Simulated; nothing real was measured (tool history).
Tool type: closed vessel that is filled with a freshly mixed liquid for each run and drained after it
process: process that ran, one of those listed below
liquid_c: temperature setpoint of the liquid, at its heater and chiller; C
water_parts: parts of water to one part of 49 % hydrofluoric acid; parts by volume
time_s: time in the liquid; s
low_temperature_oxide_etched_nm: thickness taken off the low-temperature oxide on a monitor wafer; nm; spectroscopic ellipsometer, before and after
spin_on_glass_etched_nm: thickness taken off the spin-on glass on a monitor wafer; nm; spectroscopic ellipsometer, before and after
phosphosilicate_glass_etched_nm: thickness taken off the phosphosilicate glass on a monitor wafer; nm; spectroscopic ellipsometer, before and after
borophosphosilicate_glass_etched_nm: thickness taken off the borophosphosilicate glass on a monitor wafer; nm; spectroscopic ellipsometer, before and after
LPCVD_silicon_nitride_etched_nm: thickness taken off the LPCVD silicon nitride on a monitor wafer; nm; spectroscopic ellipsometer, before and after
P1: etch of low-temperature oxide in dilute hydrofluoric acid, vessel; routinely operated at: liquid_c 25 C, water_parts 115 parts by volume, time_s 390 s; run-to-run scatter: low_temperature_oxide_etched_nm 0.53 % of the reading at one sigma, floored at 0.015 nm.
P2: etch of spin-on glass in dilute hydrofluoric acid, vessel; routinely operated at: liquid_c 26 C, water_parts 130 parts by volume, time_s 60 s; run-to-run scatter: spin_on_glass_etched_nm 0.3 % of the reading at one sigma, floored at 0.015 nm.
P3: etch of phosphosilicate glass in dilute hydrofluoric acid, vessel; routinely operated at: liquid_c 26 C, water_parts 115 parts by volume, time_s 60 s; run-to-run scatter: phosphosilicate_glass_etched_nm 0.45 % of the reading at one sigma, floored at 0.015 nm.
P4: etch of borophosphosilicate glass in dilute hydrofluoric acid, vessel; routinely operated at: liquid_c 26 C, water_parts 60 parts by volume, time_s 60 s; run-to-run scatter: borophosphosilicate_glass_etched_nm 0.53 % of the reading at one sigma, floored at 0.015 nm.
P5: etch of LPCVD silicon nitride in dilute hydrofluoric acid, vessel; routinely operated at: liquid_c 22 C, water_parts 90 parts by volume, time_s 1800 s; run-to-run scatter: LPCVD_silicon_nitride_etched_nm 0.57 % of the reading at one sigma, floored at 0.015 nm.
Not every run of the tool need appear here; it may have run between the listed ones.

run	hour	process	liquid_c	water_parts	time_s	hours since the thermometer was replaced	hours since the hydrofluoric acid flow meter was replaced	low_temperature_oxide_etched_nm	spin_on_glass_etched_nm	phosphosilicate_glass_etched_nm	borophosphosilicate_glass_etched_nm	LPCVD_silicon_nitride_etched_nm
1	11.6	P1	25	115	390	1585.1	878.6	55.775				
2	27.2	P2	26	130	115	1600.7	894.2		45.556			
3	40.7	P3	26	115	60	1614.2	907.7			40.405		
4	51.9	P4	26	35	60	1625.4	918.9				83.93	
5	62.1	P1	25	115	390	1635.6	929.1	55.976				
6	74.4	P3	26	20	60	1647.9	941.4			265.14		
7	83.6	P1	20	115	390	1657.1	950.6	45.723				
8	90.8	P5	22	90	3195	1664.3	957.8					16.007
9	102.3	P1	32	190	390	1675.8	969.3	40.164				
10	109	P3	26	115	85	1682.5	976			56.889		
11	118.7	P1	25	115	390	1692.2	985.7	55.972				
12	130.5	P5	22	90	1800	1704	997.5					9.0285
13	140.6	P4	26	60	100	1714.1	1007.6				79.091	
14	149.3	P5	25.5	90	1800	1722.8	1016.3					11.33
15	161.9	P2	26	130	60	1735.4	1028.9		23.818			
16	170	P1	31.5	115	390	1743.5	1037	72.512				
17	183.1	P5	22	90	1800	1756.6	1050.1					9.056
18	197.7	P3	26	115	60	1771.2	1064.7			40.269		
19	209.7	P1	25	115	390	1783.2	1076.7	56.155				
20	220.6	P5	22	155	1800	1794.1	1087.6					5.3111
21	233.7	P1	25	65	390	1807.2	1100.7	106.22				
22	245.9	P2	26	130	60	1819.4	1112.9		23.727			
23	254.9	P3	18.5	115	60	1828.4	1121.9			30.037		
24	261.9	P1	25	115	390	1835.4	1128.9	56.072				
25	275	P1	25	160	390	1848.5	1142	38.423				
26	288.7	P2	26	220	60	1862.2	1155.7		12.571			
27	296	P1	25	115	185	1869.5	1163	26.62				
28	306.6	P1	25	115	605	1880.1	1173.6	87.106				

Run 29 is up next; what results do you expect?
29	314.2	P1	20	115	170	1887.7	1181.2	?				

{"run 29": {"low_temperature_oxide_etched_nm": 19.997}}
